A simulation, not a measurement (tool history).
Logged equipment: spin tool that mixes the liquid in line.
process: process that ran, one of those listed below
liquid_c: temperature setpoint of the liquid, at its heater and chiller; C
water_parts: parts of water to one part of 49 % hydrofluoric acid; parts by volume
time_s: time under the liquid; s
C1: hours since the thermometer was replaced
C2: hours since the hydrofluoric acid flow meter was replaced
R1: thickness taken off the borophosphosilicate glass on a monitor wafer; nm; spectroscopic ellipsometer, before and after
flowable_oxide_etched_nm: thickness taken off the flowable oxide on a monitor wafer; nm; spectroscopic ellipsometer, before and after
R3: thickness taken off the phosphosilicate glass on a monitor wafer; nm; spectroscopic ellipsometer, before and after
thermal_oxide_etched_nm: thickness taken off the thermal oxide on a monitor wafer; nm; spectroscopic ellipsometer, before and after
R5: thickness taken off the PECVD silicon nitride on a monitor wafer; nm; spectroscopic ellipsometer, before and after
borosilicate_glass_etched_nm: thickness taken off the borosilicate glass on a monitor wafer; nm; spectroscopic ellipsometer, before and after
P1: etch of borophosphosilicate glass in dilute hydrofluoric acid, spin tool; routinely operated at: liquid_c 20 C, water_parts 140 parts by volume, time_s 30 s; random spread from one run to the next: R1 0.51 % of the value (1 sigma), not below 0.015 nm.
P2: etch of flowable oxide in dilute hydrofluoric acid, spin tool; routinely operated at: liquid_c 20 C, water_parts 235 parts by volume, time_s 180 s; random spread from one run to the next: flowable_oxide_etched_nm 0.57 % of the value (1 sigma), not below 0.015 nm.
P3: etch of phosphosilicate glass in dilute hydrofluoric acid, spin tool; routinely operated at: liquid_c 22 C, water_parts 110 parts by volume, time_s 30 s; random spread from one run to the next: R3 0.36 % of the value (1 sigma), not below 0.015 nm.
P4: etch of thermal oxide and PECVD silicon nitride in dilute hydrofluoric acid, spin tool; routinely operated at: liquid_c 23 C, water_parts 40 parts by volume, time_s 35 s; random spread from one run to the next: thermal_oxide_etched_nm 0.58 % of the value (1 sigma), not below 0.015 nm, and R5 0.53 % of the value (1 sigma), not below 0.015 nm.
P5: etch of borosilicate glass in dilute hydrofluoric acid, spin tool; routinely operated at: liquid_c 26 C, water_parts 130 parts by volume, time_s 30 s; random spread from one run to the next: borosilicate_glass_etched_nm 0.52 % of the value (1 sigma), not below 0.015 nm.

{"run": 1, "hour": 15.0, "process": "P1", "liquid_c": 20, "water_parts": 140, "time_s": 30, "C1": 752.8, "C2": 846.6, "R1": 11.969}
{"run": 2, "hour": 22.9, "process": "P2", "liquid_c": 20, "water_parts": 60, "time_s": 180, "C1": 760.7, "C2": 854.5, "flowable_oxide_etched_nm": 59.829}
{"run": 3, "hour": 35.2, "process": "P3", "liquid_c": 22, "water_parts": 110, "time_s": 60, "C1": 773, "C2": 866.8, "R3": 58.953}
{"run": 4, "hour": 43.8, "process": "P4", "liquid_c": 23, "water_parts": 40, "time_s": 35, "C1": 781.6, "C2": 875.4, "thermal_oxide_etched_nm": 4.072, "R5": 4.5163}
{"run": 5, "hour": 52.3, "process": "P5", "liquid_c": 30, "water_parts": 130, "time_s": 30, "C1": 790.1, "C2": 883.9, "borosilicate_glass_etched_nm": 14.03}
{"run": 6, "hour": 65.3, "process": "P1", "liquid_c": 20, "water_parts": 255, "time_s": 30, "C1": 803.1, "C2": 896.9, "R1": 5.8154}
{"run": 7, "hour": 77.7, "process": "P1", "liquid_c": 20, "water_parts": 140, "time_s": 30, "C1": 815.5, "C2": 909.3, "R1": 11.846}
{"run": 8, "hour": 90.2, "process": "P5", "liquid_c": 26, "water_parts": 130, "time_s": 55, "C1": 828, "C2": 921.8, "borosilicate_glass_etched_nm": 22.117}
{"run": 9, "hour": 100.8, "process": "P2", "liquid_c": 20, "water_parts": 235, "time_s": 180, "C1": 838.6, "C2": 932.4, "flowable_oxide_etched_nm": 12.829}
{"run": 10, "hour": 108.1, "process": "P1", "liquid_c": 20, "water_parts": 140, "time_s": 15, "C1": 845.9, "C2": 939.7, "R1": 5.9931}
{"run": 11, "hour": 119.4, "process": "P3", "liquid_c": 22, "water_parts": 110, "time_s": 30, "C1": 857.2, "C2": 951, "R3": 29.396}
{"run": 12, "hour": 126.7, "process": "P2", "liquid_c": 20, "water_parts": 235, "time_s": 345, "C1": 864.5, "C2": 958.3, "flowable_oxide_etched_nm": 24.244}
{"run": 13, "hour": 137.1, "process": "P1", "liquid_c": 20, "water_parts": 140, "time_s": 30, "C1": 874.9, "C2": 968.7, "R1": 11.964}
{"run": 14, "hour": 150.5, "process": "P4", "liquid_c": 23, "water_parts": 40, "time_s": 35, "C1": 888.3, "C2": 982.1, "thermal_oxide_etched_nm": 4.0159, "R5": 4.4716}
{"run": 15, "hour": 159.9, "process": "P1", "liquid_c": 20, "water_parts": 200, "time_s": 15, "C1": 897.7, "C2": 991.5, "R1": 3.9274}
{"run": 16, "hour": 175.6, "process": "P4", "liquid_c": 23, "water_parts": 40, "time_s": 65, "C1": 913.4, "C2": 1007.2, "thermal_oxide_etched_nm": 7.475, "R5": 8.408}
{"run": 17, "hour": 184.9, "process": "P5", "liquid_c": 26, "water_parts": 130, "time_s": 30, "C1": 922.7, "C2": 1016.5, "borosilicate_glass_etched_nm": 11.992}
{"run": 18, "hour": 196.2, "process": "P1", "liquid_c": 17, "water_parts": 230, "time_s": 30, "C1": 934, "C2": 1027.8, "R1": 5.8881}
{"run": 19, "hour": 204.5, "process": "P5", "liquid_c": 26, "water_parts": 65, "time_s": 30, "C1": 942.3, "C2": 1036.1, "borosilicate_glass_etched_nm": 26.176}
{"run": 20, "hour": 215.6, "process": "P1", "liquid_c": 24.5, "water_parts": 140, "time_s": 30, "C1": 953.4, "C2": 1047.2, "R1": 14.2}
{"run": 21, "hour": 223.1, "process": "P3", "liquid_c": 22, "water_parts": 45, "time_s": 30, "C1": 960.9, "C2": 1054.7, "R3": 77.861}
{"run": 22, "hour": 234.8, "process": "P1", "liquid_c": 25, "water_parts": 185, "time_s": 30, "C1": 972.6, "C2": 1066.4, "R1": 10.349}
{"run": 23, "hour": 245.7, "process": "P1", "liquid_c": 20, "water_parts": 140, "time_s": 30, "C1": 983.5, "C2": 1077.3, "R1": 11.963}
{"run": 24, "hour": 252.5, "process": "P1", "liquid_c": 20, "water_parts": 140, "time_s": 30, "C1": 990.3, "C2": 1084.1, "R1": 11.844}
{"run": 25, "hour": 263.0, "process": "P1", "liquid_c": 20, "water_parts": 140, "time_s": 30, "C1": 1000.8, "C2": 1094.6, "R1": 11.958}
{"run": 26, "hour": 273.3, "process": "P1", "liquid_c": 20, "water_parts": 140, "time_s": 30, "C1": 1011.1, "C2": 1104.9, "R1": 11.853}
{"run": 27, "hour": 282.3, "process": "P3", "liquid_c": 17, "water_parts": 110, "time_s": 30, "C1": 1020.1, "C2": 1113.9, "R3": 24.143}
{"run": 28, "hour": 292.5, "process": "P4", "liquid_c": 23, "water_parts": 20, "time_s": 35, "C1": 1030.3, "C2": 1124.1, "thermal_oxide_etched_nm": 8.2751, "R5": 8.6786}
{"run": 29, "hour": 304.1, "process": "P2", "liquid_c": 26, "water_parts": 235, "time_s": 180, "C1": 1041.9, "C2": 1135.7, "flowable_oxide_etched_nm": 15.985}
{"run": 30, "hour": 319.6, "process": "P2", "liquid_c": 20, "water_parts": 235, "time_s": 180, "C1": 1057.4, "C2": 1151.2, "flowable_oxide_etched_nm": 12.699}
{"run": 31, "hour": 334.4, "process": "P1", "liquid_c": 17, "water_parts": 140, "time_s": 30, "C1": 1072.2, "C2": 1166, "R1": 10.553}
{"run": 32, "hour": 345.0, "process": "P1", "liquid_c": 20, "water_parts": 65, "time_s": 30, "C1": 1082.8, "C2": 1176.6, "R1": 27.967}
{"run": 33, "hour": 352.3, "process": "P1", "liquid_c": 20, "water_parts": 140, "time_s": 60, "C1": 1090.1, "C2": 1183.9, "R1": 23.539}
{"run": 34, "hour": 367.3, "process": "P4", "liquid_c": 17, "water_parts": 40, "time_s": 35, "C1": 1105.1, "C2": 1198.9, "thermal_oxide_etched_nm": 3.1667, "R5": 2.9212}
{"run": 35, "hour": 377.9, "process": "P1", "liquid_c": 20, "water_parts": 140, "time_s": 30, "C1": 1115.7, "C2": 1209.5, "R1": 11.981}
{"run": 36, "hour": 386.9, "process": "P1", "liquid_c": 20, "water_parts": 140, "time_s": 30, "C1": 1124.7, "C2": 1218.5, "R1": 12.256}
{"run": 37, "hour": 397.5, "process": "P1", "liquid_c": 20, "water_parts": 140, "time_s": 30, "C1": 1135.3, "C2": 1229.1, "R1": 12.456}
{"run": 38, "hour": 411.3, "process": "P1", "liquid_c": 20, "water_parts": 140, "time_s": 30, "C1": 1149.1, "C2": 1242.9, "R1": 12.606}

What does the tool deliver on the next run?
{"run": 39, "hour": 425.1, "process": "P1", "liquid_c": 20, "water_parts": 140, "time_s": 30, "C1": 1162.9, "C2": 1256.7, "R1": "?"}

R1: 12.966 nm
